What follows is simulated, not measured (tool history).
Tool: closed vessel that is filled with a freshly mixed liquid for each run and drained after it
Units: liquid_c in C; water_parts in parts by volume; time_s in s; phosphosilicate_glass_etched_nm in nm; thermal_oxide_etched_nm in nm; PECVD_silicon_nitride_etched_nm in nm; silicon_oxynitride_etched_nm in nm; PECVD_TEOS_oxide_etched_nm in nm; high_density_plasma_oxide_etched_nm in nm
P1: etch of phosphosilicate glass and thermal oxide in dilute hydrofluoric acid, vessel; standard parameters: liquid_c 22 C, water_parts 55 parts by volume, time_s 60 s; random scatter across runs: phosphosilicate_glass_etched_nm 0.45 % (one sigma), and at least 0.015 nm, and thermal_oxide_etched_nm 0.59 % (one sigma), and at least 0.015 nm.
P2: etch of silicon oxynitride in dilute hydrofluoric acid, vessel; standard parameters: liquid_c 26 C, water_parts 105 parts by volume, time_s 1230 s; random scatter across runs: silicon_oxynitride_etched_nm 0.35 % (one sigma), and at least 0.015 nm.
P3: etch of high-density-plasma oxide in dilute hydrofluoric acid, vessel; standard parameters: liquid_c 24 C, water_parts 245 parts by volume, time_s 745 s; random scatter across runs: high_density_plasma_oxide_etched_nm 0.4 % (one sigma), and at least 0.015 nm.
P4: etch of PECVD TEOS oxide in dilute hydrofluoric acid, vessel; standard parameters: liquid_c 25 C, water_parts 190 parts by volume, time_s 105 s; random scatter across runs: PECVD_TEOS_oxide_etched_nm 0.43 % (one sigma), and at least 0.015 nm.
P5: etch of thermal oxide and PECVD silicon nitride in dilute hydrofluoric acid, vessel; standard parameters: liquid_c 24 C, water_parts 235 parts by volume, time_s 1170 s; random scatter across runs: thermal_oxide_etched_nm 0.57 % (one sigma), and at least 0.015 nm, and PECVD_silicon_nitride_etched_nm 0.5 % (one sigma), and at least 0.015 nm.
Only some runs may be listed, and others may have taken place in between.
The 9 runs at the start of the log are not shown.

run	hour	process	liquid_c	water_parts	time_s	hours since the thermometer was replaced	hours since the hydrofluoric acid flow meter was replaced	phosphosilicate_glass_etched_nm	thermal_oxide_etched_nm	PECVD_silicon_nitride_etched_nm	silicon_oxynitride_etched_nm	PECVD_TEOS_oxide_etched_nm	high_density_plasma_oxide_etched_nm
10	78.7	P2	26	185	1230	1656.3	748.2				9.4735		
11	87.3	P1	22	55	60	1664.9	756.8	137.6	5.1946				
12	93.6	P5	17	235	1170	1671.2	763.1		15.671	11.317			
13	104.1	P3	28.5	245	745	1681.7	773.6						17.26
14	114.5	P1	22	55	60	1692.1	784	137.59	5.2309				
15	121.7	P1	22	55	30	1699.3	791.2	69.135	2.6009				
16	131.2	P1	17.5	55	60	1708.8	800.7	114.78	4.2882				
17	137.7	P3	24	245	145	1715.3	807.2						2.8843
18	148.3	P1	26.5	20	60	1725.9	817.8	483.55	18.096				

Run 19, settings as shown, results not yet in. Your forecast:
19	157.2	P3	24	70	745	1734.8	826.7						?

Run 19 measured high_density_plasma_oxide_etched_nm 62.675 nm.

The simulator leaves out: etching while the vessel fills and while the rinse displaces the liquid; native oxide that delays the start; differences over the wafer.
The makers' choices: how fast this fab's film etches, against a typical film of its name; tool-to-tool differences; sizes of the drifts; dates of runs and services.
